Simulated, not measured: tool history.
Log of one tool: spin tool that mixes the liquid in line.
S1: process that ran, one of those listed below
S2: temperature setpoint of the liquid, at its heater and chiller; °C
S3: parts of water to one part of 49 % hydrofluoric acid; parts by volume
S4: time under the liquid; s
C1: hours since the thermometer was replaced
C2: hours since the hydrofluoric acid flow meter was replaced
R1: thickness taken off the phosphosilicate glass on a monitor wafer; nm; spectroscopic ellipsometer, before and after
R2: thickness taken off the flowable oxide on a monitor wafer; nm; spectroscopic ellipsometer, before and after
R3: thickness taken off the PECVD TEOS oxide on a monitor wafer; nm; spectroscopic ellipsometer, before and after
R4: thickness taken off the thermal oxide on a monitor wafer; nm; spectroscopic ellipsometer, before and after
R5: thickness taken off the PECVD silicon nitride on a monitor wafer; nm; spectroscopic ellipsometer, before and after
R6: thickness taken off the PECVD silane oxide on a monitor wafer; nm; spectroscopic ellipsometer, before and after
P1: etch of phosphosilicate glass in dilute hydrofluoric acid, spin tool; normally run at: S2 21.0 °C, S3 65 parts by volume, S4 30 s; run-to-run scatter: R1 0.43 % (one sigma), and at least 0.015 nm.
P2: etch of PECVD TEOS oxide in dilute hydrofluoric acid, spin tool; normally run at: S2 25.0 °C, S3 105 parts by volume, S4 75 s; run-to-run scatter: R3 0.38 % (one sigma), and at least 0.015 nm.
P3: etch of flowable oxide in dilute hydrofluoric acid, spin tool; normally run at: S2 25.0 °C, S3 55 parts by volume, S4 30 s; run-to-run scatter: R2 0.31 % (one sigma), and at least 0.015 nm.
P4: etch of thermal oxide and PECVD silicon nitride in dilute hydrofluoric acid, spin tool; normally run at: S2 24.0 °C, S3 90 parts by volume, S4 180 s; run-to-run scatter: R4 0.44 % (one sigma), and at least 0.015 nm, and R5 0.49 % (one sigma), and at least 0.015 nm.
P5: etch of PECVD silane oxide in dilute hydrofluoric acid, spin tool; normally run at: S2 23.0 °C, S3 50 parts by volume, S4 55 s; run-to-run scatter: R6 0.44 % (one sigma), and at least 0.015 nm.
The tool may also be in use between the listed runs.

run     day  S1    S2   S3   S4      C1     C2      R1       R2       R3       R4       R5      R6
  1   0.175  P1  21.0   65   30  1709.2  205.0  26.386
  2   0.458  P1  21.0   65   55  1716.0  211.8  48.768
  3   0.783  P3  25.0   55   15  1723.8  219.6           19.450
  4   1.121  P1  21.0   40   30  1731.9  227.7  44.433
  5   1.429  P3  25.0   20   30  1739.3  235.1          111.680
  6   1.771  P1  17.5  105   30  1747.5  243.3  13.560
  7   1.996  P1  17.0   65   30  1752.9  248.7  22.330
  8   2.262  P2  25.0  105   20  1759.3  255.1                    1.8744
  9   2.629  P4  32.0   90  180  1768.1  263.9                            12.7110  19.2520
 10   2.808  P1  26.5   65   30  1772.4  268.2  33.305
 11   3.188  P4  24.0   90   25  1781.5  277.3                             1.3199   1.6086
 12   3.467  P1  21.0   65   30  1788.2  284.0  26.584
 13   3.725  P1  21.0   65   15  1794.4  290.2  13.237
 14   4.050  P1  21.0   65   30  1802.2  298.0  26.322
 15   4.325  P2  33.0  105   75  1808.8  304.6                    9.4653
 16   4.600  P1  21.0   95   30  1815.4  311.2  17.651
 17   4.979  P5  23.0   50   55  1824.5  320.3                                              33.710
 18   5.221  P4  24.0   90  180  1830.3  326.1                             9.3871  11.3820
 19   5.600  P2  25.0  105   75  1839.4  335.2                    6.9676
 20   5.783  P4  24.0   90  180  1843.8  339.6                             9.3732  11.5520
 21   6.112  P1  21.0   65   30  1851.7  347.5  26.539
 22   6.408  P3  19.0   55   30  1858.8  354.6           30.305
 23   6.679  P1  21.0   65   30  1865.3  361.1  26.617
 24   6.871  P5  23.0   20   55  1869.9  365.7                                              87.080
 25   7.071  P5  23.0   50  110  1874.7  370.5                                              66.875
 26   7.392  P4  24.0  150  180  1882.4  378.2                             5.2519   6.9248
 27   7.733  P3  25.0   55   30  1890.6  386.4           38.633
 28   8.042  P2  25.0   35   75  1898.0  393.8                   23.1180
 29   8.283  P5  23.0   50   55  1903.8  399.6                                              33.713
 30   8.567  P1  21.0   65   30  1910.6  406.4  26.348
 31   8.912  P5  17.0   50   55  1918.9  414.7                                              26.291
 32   9.229  P1  21.0   65   30  1926.5  422.3  26.467
 33   9.608  P1  21.0   65   30  1935.6  431.4  27.358
 34   9.912  P1  21.0   65   30  1942.9  438.7  27.771
 35  10.254  P1  21.0   65   30  1951.1  446.9  27.922
 36  10.471  P1  21.0   65   30  1956.3  452.1  28.086
 37  10.712  P1  21.0   65   30  1962.1  457.9  28.117
 38  10.988  P1  21.0   65   30  1968.7  464.5  28.186
 39  11.221  P1  21.0   65   30  1974.3  470.1  28.364
 40  11.567  P1  21.0   65   30  1982.6  478.4  28.078
 41  11.767  P1  21.0   65   30  1987.4  483.2  28.224
 42  12.067  P1  21.0   65   30  1994.6  490.4  28.401

What P1 gives has crept away from where it was. These 2 causes fit the log equally well, each at the size given:
A: hydrofluoric acid flow above the setpoint (%) = 6.57
B: liquid hotter than its thermometer reads (K) = 1.66
The creep began at about day 9.229.

4 check runs are offered, each on 2 wafers whose results are averaged, their results left as question marks. Which one tells the causes apart?
check 1  12.367  P5  19.5  50  55                               ?
check 2  12.367  P3  21.5  55  15               ?
check 3  12.367  P2  25.0  45  75                   ?
check 4  12.367  P4  30.5  90  35                       ?   ?

What each check would give under each cause:
  check  result     if A     if B
check 1      R6   31.117   31.213
check 2      R2   17.984   18.004
check 3      R3  18.8760  18.8810
check 4      R4   2.5194   2.4950
check 4      R5   3.6284   3.7753
How far apart the two closest causes lie, in the result that separates them most: check 1 0.31 %; check 2 0.11 %; check 3 0.03 %; check 4 3.97 %
Only check 4 tells the causes apart: in the others they would give nearly the same result.

Check 4 was then run and gave: R4 2.5208 nm; R5 3.6479 nm. Which cause is it?

It is A: hydrofluoric acid flow above the setpoint (%).

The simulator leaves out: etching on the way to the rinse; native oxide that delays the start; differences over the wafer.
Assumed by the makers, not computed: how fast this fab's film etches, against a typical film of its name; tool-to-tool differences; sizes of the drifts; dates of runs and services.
